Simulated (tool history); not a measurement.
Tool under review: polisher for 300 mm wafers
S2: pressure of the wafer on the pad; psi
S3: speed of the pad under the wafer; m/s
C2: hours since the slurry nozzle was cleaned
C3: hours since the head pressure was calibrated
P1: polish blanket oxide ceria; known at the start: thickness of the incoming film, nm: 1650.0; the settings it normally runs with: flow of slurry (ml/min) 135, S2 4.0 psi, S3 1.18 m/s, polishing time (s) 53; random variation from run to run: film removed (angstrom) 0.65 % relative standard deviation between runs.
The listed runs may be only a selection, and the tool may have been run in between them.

{"run": 1, "hour": 11.5, "flow of slurry (ml/min)": 135, "S2": 4.0, "S3": 1.18, "polishing time (s)": 53, "wafers polished on this pad": 475, "C2": 587.1, "C3": 490.8, "film removed (angstrom)": 3571.6}
{"run": 2, "hour": 18.0, "flow of slurry (ml/min)": 135, "S2": 4.0, "S3": 1.18, "polishing time (s)": 53, "wafers polished on this pad": 525, "C2": 593.6, "C3": 497.3, "film removed (angstrom)": 3621.8}
{"run": 3, "hour": 29.6, "flow of slurry (ml/min)": 135, "S2": 4.0, "S3": 1.78, "polishing time (s)": 53, "wafers polished on this pad": 613, "C2": 605.2, "C3": 508.9, "film removed (angstrom)": 5454.7}
{"hour": 34.7, "done": "head pressure recalibrated"}
{"run": 4, "hour": 38.4, "flow of slurry (ml/min)": 135, "S2": 1.8, "S3": 0.58, "polishing time (s)": 53, "wafers polished on this pad": 681, "C2": 614.0, "C3": 3.8, "film removed (angstrom)": 783.41}
{"run": 5, "hour": 48.8, "flow of slurry (ml/min)": 95, "S2": 4.0, "S3": 1.18, "polishing time (s)": 53, "wafers polished on this pad": 760, "C2": 624.4, "C3": 14.2, "film removed (angstrom)": 3302.8}
{"run": 6, "hour": 59.0, "flow of slurry (ml/min)": 135, "S2": 4.0, "S3": 1.18, "polishing time (s)": 53, "wafers polished on this pad": 838, "C2": 634.6, "C3": 24.4, "film removed (angstrom)": 3608.0}
{"run": 7, "hour": 69.4, "flow of slurry (ml/min)": 135, "S2": 5.3, "S3": 1.18, "polishing time (s)": 76, "wafers polished on this pad": 918, "C2": 645.0, "C3": 34.8, "film removed (angstrom)": 6762.5}
{"run": 8, "hour": 81.8, "flow of slurry (ml/min)": 135, "S2": 2.3, "S3": 1.18, "polishing time (s)": 53, "wafers polished on this pad": 1012, "C2": 657.4, "C3": 47.2, "film removed (angstrom)": 2075.4}
{"run": 9, "hour": 91.5, "flow of slurry (ml/min)": 135, "S2": 4.0, "S3": 1.18, "polishing time (s)": 24, "wafers polished on this pad": 1086, "C2": 667.1, "C3": 56.9, "film removed (angstrom)": 1648.9}
{"run": 10, "hour": 99.8, "flow of slurry (ml/min)": 135, "S2": 4.0, "S3": 1.18, "polishing time (s)": 53, "wafers polished on this pad": 1150, "C2": 675.4, "C3": 65.2, "film removed (angstrom)": 3558.6}
{"run": 11, "hour": 108.8, "flow of slurry (ml/min)": 135, "S2": 4.0, "S3": 1.18, "polishing time (s)": 53, "wafers polished on this pad": 1219, "C2": 684.4, "C3": 74.2, "film removed (angstrom)": 3570.5}
{"run": 12, "hour": 120.2, "flow of slurry (ml/min)": 135, "S2": 4.0, "S3": 1.18, "polishing time (s)": 53, "wafers polished on this pad": 1306, "C2": 695.8, "C3": 85.6, "film removed (angstrom)": 3573.8}
{"run": 13, "hour": 132.9, "flow of slurry (ml/min)": 175, "S2": 4.0, "S3": 1.18, "polishing time (s)": 53, "wafers polished on this pad": 1403, "C2": 708.5, "C3": 98.3, "film removed (angstrom)": 3776.1}
{"run": 14, "hour": 141.1, "flow of slurry (ml/min)": 135, "S2": 4.0, "S3": 0.54, "polishing time (s)": 53, "wafers polished on this pad": 1466, "C2": 716.7, "C3": 106.5, "film removed (angstrom)": 1640.8}
{"run": 15, "hour": 151.1, "flow of slurry (ml/min)": 135, "S2": 4.0, "S3": 1.18, "polishing time (s)": 79, "wafers polished on this pad": 1542, "C2": 726.7, "C3": 116.5, "film removed (angstrom)": 5374.4}

Run 16 has not been measured yet. What should we expect?
{"run": 16, "hour": 161.5, "flow of slurry (ml/min)": 135, "S2": 4.0, "S3": 1.18, "polishing time (s)": 53, "wafers polished on this pad": 1622, "C2": 737.1, "C3": 126.9, "film removed (angstrom)": "?"}

film removed (angstrom): 3646.10
